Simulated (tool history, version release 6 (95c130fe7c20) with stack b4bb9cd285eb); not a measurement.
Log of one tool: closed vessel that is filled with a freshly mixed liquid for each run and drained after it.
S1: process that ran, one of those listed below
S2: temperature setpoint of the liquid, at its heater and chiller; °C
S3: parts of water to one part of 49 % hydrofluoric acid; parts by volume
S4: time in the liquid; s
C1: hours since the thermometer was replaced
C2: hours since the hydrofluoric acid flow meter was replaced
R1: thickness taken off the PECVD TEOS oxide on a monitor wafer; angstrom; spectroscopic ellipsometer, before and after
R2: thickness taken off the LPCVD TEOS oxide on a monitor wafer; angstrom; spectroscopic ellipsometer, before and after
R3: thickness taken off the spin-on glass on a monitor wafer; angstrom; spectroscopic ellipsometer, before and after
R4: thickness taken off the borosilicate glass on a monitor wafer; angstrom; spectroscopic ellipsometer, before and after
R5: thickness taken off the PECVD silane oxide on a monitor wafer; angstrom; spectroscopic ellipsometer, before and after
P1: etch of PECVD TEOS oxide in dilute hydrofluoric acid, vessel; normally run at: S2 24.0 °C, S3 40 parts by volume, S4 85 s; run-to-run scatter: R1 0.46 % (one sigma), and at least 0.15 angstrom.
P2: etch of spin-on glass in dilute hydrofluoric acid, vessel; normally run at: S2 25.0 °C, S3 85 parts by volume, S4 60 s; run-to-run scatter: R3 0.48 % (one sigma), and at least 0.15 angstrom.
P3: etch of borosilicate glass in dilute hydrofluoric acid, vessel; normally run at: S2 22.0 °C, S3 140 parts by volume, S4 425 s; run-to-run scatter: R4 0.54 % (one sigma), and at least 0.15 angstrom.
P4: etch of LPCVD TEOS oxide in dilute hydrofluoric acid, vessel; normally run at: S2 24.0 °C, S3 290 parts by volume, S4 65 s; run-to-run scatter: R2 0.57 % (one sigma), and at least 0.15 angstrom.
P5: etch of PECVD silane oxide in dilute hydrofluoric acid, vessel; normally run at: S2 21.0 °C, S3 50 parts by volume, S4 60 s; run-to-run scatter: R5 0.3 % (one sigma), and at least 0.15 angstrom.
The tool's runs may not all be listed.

| run | day | S1 | S2 | S3 | S4 | C1 | C2 | R1 | R2 | R3 | R4 | R5 |
|---|---|---|---|---|---|---|---|---|---|---|---|---|
| 1 | 0.758 | P1 | 24.0 | 40 | 85 | 487.8 | 524.1 | 341.10 |  |  |  |  |
| 2 | 1.288 | P4 | 30.0 | 290 | 65 | 500.5 | 536.8 |  | 122.790 |  |  |  |
| 3 | 1.862 | P2 | 25.0 | 85 | 60 | 514.3 | 550.6 |  |  | 455.94 |  |  |
| 4 | 2.567 | P3 | 22.0 | 140 | 135 | 531.2 | 567.5 |  |  |  | 156.88 |  |
| 5 | 3.225 | P5 | 21.0 | 50 | 120 | 547.0 | 583.3 |  |  |  |  | 664.07 |
| 6 | 3.962 | P1 | 24.0 | 40 | 85 | 564.7 | 601.0 | 338.47 |  |  |  |  |
| 7 | 4.492 | P5 | 28.0 | 50 | 60 | 577.4 | 613.7 |  |  |  |  | 444.70 |
| 8 | 4.838 | P3 | 17.0 | 140 | 425 | 585.7 | 622.0 |  |  |  | 408.41 |  |
| 9 | 5.221 | P1 | 24.0 | 40 | 85 | 594.9 | 631.2 | 339.40 |  |  |  |  |
| 10 | 5.746 | P1 | 24.0 | 20 | 85 | 607.5 | 643.8 | 699.04 |  |  |  |  |
| 11 | 6.075 | P1 | 24.0 | 40 | 85 | 615.4 | 651.7 | 339.90 |  |  |  |  |
| 12 | 6.421 | P3 | 22.0 | 140 | 425 | 623.7 | 660.0 |  |  |  | 493.41 |  |
| 13 | 6.842 | P5 | 21.0 | 50 | 60 | 633.8 | 670.1 |  |  |  |  | 333.24 |
| 14 | 7.279 | P1 | 24.0 | 40 | 165 | 644.3 | 680.6 | 663.08 |  |  |  |  |
| 15 | 7.704 | P3 | 22.0 | 80 | 425 | 654.5 | 690.8 |  |  |  | 927.46 |  |
| 16 | 8.083 | P2 | 25.0 | 85 | 30 | 663.6 | 699.9 |  |  | 224.94 |  |  |
| 17 | 8.754 | P1 | 19.5 | 40 | 85 | 679.7 | 716.0 | 279.78 |  |  |  |  |
| 18 | 9.167 | P2 | 19.5 | 85 | 60 | 689.6 | 725.9 |  |  | 361.83 |  |  |
| 19 | 9.662 | P1 | 17.5 | 25 | 85 | 701.5 | 737.8 | 418.35 |  |  |  |  |
| 20 | 10.025 | P1 | 24.0 | 40 | 85 | 710.2 | 746.5 | 337.81 |  |  |  |  |
| 21 | 10.421 | P5 | 21.0 | 90 | 60 | 719.7 | 756.0 |  |  |  |  | 176.11 |
| 22 | 11.046 | P2 | 25.0 | 45 | 60 | 734.7 | 771.0 |  |  | 903.46 |  |  |
| 23 | 11.462 | P4 | 24.0 | 290 | 65 | 744.7 | 781.0 |  | 99.834 |  |  |  |
| 24 | 12.188 | P4 | 24.0 | 440 | 65 | 762.1 | 798.4 |  | 57.701 |  |  |  |
| 25 | 12.679 | P1 | 24.0 | 40 | 35 | 773.9 | 810.2 | 139.32 |  |  |  |  |
| 26 | 13.375 | P1 | 24.0 | 55 | 85 | 790.6 | 826.9 | 242.79 |  |  |  |  |
| 27 | 13.708 | P1 | 28.0 | 40 | 85 | 798.6 | 834.9 | 397.94 |  |  |  |  |
| 28 | 14.317 | P2 | 25.0 | 85 | 60 | 813.2 | 849.5 |  |  | 454.23 |  |  |
| 29 | 14.975 | P4 | 24.0 | 290 | 130 | 829.0 | 865.3 |  | 200.630 |  |  |  |
| 30 | 15.662 | P3 | 22.0 | 140 | 425 | 845.5 | 881.8 |  |  |  | 490.55 |  |
| 31 | 16.300 | P1 | 24.0 | 40 | 85 | 860.8 | 897.1 | 341.35 |  |  |  |  |
| 32 | 16.896 | P1 | 24.0 | 40 | 85 | 875.1 | 911.4 | 323.86 |  |  |  |  |
| 33 | 17.446 | P1 | 24.0 | 40 | 85 | 888.3 | 924.6 | 316.80 |  |  |  |  |
| 34 | 17.888 | P1 | 24.0 | 40 | 85 | 898.9 | 935.2 | 315.42 |  |  |  |  |
| 35 | 18.404 | P1 | 24.0 | 40 | 85 | 911.3 | 947.6 | 313.36 |  |  |  |  |
| 36 | 18.875 | P1 | 24.0 | 40 | 85 | 922.6 | 958.9 | 312.56 |  |  |  |  |
| 37 | 19.312 | P1 | 24.0 | 40 | 85 | 933.1 | 969.4 | 309.49 |  |  |  |  |
| 38 | 19.721 | P1 | 24.0 | 40 | 85 | 942.9 | 979.2 | 310.45 |  |  |  |  |

What P1 gives has crept away from where it was. These 2 causes fit the log equally well, each at the size given:
A: liquid colder than its thermometer reads (K) = 2.13
B: hydrofluoric acid flow below the setpoint (%) = 8.06
The creep began at about day 16.300.

4 check runs are offered, one wafer each, their results left as question marks. Which one tells the causes apart?
| check 1 | 20.129 | P4 | 24.0 | 390 | 65 |  |  |  | ? |  |  |  |
| check 2 | 20.129 | P3 | 17.0 | 140 | 425 |  |  |  |  |  | ? |  |
| check 3 | 20.129 | P2 | 22.0 | 85 | 30 |  |  |  |  | ? |  |  |
| check 4 | 20.129 | P5 | 21.0 | 85 | 105 |  |  |  |  |  |  | ? |

What each check would give under each cause:
| check | result | if A | if B |
|---|---|---|---|
| check 1 | R2 | 63.310 | 60.639 |
| check 2 | R4 | 370.14 | 367.46 |
| check 3 | R3 | 184.35 | 183.38 |
| check 4 | R5 | 300.69 | 299.40 |
How far apart the two closest causes lie, in the result that separates them most: check 1 4.31 %; check 2 0.73 %; check 3 0.53 %; check 4 0.43 %
Check 1 tells the causes apart: in the others they would give nearly the same result.

Then check 1 was run and gave: R2 60.060 angstrom. Which cause is it?

It is B: hydrofluoric acid flow below the setpoint (%).
